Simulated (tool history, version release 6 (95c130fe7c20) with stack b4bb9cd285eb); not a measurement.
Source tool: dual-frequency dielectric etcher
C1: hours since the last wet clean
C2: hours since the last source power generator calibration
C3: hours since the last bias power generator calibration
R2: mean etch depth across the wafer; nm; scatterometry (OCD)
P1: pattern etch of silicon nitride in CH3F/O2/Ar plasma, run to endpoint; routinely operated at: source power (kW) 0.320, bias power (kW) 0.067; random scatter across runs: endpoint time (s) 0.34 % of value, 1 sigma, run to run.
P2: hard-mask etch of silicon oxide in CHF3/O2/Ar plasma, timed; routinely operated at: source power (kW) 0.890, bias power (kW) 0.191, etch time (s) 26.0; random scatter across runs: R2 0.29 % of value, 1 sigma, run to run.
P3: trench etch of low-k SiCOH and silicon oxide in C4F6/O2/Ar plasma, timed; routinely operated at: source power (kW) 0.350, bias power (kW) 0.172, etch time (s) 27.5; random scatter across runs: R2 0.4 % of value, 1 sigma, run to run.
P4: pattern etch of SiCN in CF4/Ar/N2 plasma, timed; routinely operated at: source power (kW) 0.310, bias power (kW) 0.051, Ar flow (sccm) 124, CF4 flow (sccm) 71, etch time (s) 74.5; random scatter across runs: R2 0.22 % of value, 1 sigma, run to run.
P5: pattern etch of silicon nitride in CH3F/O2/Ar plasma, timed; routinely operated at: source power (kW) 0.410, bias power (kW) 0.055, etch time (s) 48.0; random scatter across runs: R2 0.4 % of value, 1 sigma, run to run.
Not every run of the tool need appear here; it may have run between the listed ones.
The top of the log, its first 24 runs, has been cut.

{"run": 25, "day": 4.208, "process that ran": "P4", "source power (kW)": 0.31, "bias power (kW)": 0.051, "etch time (s)": 74.5, "Ar flow (sccm)": 81, "CF4 flow (sccm)": 71, "C1": 338.3, "C2": 905.5, "C3": 1087.4, "R2": 41.044}
{"run": 26, "day": 4.429, "process that ran": "P2", "source power (kW)": 0.66, "bias power (kW)": 0.191, "etch time (s)": 26.0, "C1": 343.6, "C2": 910.8, "C3": 1092.7, "R2": 54.079}
{"run": 27, "day": 4.567, "process that ran": "P1", "source power (kW)": 0.32, "bias power (kW)": 0.067, "C1": 346.9, "C2": 914.1, "C3": 1096.0, "endpoint time (s)": 61.699}
{"run": 28, "day": 4.671, "process that ran": "P4", "source power (kW)": 0.31, "bias power (kW)": 0.034, "etch time (s)": 74.5, "Ar flow (sccm)": 124, "CF4 flow (sccm)": 71, "C1": 349.4, "C2": 916.6, "C3": 1098.5, "R2": 33.666}
{"run": 29, "day": 4.812, "process that ran": "P4", "source power (kW)": 0.31, "bias power (kW)": 0.051, "etch time (s)": 74.5, "Ar flow (sccm)": 124, "CF4 flow (sccm)": 71, "C1": 352.8, "C2": 920.0, "C3": 1101.9, "R2": 38.276}
{"run": 30, "day": 4.975, "process that ran": "P1", "source power (kW)": 0.32, "bias power (kW)": 0.067, "C1": 356.7, "C2": 923.9, "C3": 1105.8, "endpoint time (s)": 61.704}
{"run": 31, "day": 5.175, "process that ran": "P1", "source power (kW)": 0.32, "bias power (kW)": 0.067, "C1": 361.5, "C2": 928.7, "C3": 1110.6, "endpoint time (s)": 62.064}
{"run": 32, "day": 5.362, "process that ran": "P1", "source power (kW)": 0.32, "bias power (kW)": 0.067, "C1": 366.0, "C2": 933.2, "C3": 1115.1, "endpoint time (s)": 62.361}

For run 33, what comes out?
{"run": 33, "day": 5.521, "process that ran": "P1", "source power (kW)": 0.32, "bias power (kW)": 0.067, "C1": 369.8, "C2": 937.0, "C3": 1118.9, "endpoint time (s)": "?"}

{"run 33": {"endpoint time (s)": 62.697}}

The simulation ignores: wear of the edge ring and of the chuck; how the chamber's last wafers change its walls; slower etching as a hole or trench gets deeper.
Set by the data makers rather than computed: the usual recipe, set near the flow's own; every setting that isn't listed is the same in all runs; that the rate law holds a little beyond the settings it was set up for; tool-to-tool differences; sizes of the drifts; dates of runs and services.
